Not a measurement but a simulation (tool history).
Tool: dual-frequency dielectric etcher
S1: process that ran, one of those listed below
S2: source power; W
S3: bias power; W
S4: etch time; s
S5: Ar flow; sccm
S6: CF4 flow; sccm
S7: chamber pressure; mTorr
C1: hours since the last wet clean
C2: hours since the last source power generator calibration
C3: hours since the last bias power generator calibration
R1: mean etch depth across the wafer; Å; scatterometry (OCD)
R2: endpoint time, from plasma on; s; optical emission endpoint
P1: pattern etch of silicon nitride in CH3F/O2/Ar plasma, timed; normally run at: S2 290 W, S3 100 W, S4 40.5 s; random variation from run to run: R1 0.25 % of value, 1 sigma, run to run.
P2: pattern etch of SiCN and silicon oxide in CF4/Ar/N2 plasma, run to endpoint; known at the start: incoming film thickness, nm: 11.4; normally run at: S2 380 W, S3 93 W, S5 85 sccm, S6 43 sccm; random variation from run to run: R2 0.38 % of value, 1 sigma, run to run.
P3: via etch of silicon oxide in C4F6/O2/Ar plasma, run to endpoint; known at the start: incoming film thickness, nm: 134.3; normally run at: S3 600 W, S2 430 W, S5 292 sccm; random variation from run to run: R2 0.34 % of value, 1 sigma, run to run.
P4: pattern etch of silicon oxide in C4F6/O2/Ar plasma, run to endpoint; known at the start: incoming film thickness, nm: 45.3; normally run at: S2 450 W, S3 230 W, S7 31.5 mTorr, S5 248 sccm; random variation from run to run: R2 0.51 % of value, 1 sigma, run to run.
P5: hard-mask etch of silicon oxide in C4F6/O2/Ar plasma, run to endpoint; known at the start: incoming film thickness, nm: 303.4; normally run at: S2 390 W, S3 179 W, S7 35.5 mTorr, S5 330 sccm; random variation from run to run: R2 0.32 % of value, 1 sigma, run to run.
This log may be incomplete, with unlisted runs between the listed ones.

run,hour,S1,S2,S3,S4,S5,S6,S7,C1,C2,C3,R1,R2
1,8.0,P1,290,100,40.5,,,,187.1,1290.1,2145.1,284.43,
2,14.0,P1,290,100,51.5,,,,193.1,1296.1,2151.1,362.10,
3,20.1,P2,380,93,,85,43,,199.2,1302.2,2157.2,,14.466
4,28.8,P3,430,851,,292,,,207.9,1310.9,2165.9,,23.573
5,34.9,P2,540,93,,85,43,,214.0,1317.0,2172.0,,10.683
6,41.4,P5,390,179,,223,,35.5,220.5,1323.5,2178.5,,94.770
7,48.1,P1,290,134,40.5,,,,227.2,1330.2,2185.2,319.42,
8,55.3,P1,210,100,40.5,,,,234.4,1337.4,2192.4,252.70,
9,59.7,P3,430,600,,387,,,238.8,1341.8,2196.8,,27.767
10,66.3,P4,450,137,,248,,31.5,245.4,1348.4,2203.4,,14.709
11,74.7,P1,290,100,29.0,,,,253.8,1356.8,2211.8,203.83,
12,82.8,P5,390,250,,330,,35.5,261.9,1364.9,2219.9,,88.695
13,91.3,P1,290,100,40.5,,,,270.4,1373.4,2228.4,285.29,
14,95.7,P5,300,179,,330,,35.5,274.8,1377.8,2232.8,,108.830
15,101.2,P3,580,600,,292,,,280.3,1383.3,2238.3,,24.105
16,106.7,P1,290,100,40.5,,,,285.8,1388.8,2243.8,285.02,
17,113.5,P4,450,230,,248,,31.5,292.6,1395.6,2250.6,,12.466
18,119.6,P2,380,116,,85,43,,298.7,1401.7,2256.7,,13.281
19,124.0,P2,380,93,,85,32,,303.1,1406.1,2261.1,,15.093
20,129.4,P1,290,100,40.5,,,,308.5,1411.5,2266.5,285.38,
21,135.6,P2,380,93,,50,43,,314.7,1417.7,2272.7,,13.496
22,141.5,P4,450,230,,159,,31.5,320.6,1423.6,2278.6,,11.877
23,146.1,P4,450,230,,248,,37.5,325.2,1428.2,2283.2,,12.850
24,154.5,P3,430,600,,292,,,333.6,1436.6,2291.6,,26.860
25,161.9,P1,290,136,54.0,,,,341.0,1444.0,2299.0,427.48,
26,167.3,P1,290,100,40.5,,,,346.4,1449.4,2304.4,283.89,
27,175.3,P1,360,100,40.5,,,,354.4,1457.4,2312.4,307.91,
28,180.2,P2,380,93,,85,43,,359.3,1462.3,2317.3,,14.504
29,185.0,P5,390,179,,330,,44.5,364.1,1467.1,2322.1,,101.010
30,190.2,P1,290,100,40.5,,,,369.3,1472.3,2327.3,284.90,
31,195.5,P5,390,179,,330,,35.5,374.6,1477.6,2332.6,,99.082
32,200.1,P1,290,80,40.5,,,,379.2,1482.2,2337.2,261.67,
33,208.0,P4,630,230,,248,,31.5,387.1,1490.1,2345.1,,10.926
34,212.7,P1,290,100,40.5,,,,391.8,1494.8,2349.8,284.89,
35,221.2,P1,290,100,40.5,,,,400.3,1503.3,2358.3,283.22,
36,227.4,P1,290,100,40.5,,,,406.5,1509.5,2364.5,282.34,

For run 37, what comes out?
# hour 233.5: wet clean of the chamber
37,235.0,P1,290,100,40.5,,,,1.5,1517.1,2372.1,?,

{"run 37": {"R1": 280.43}}
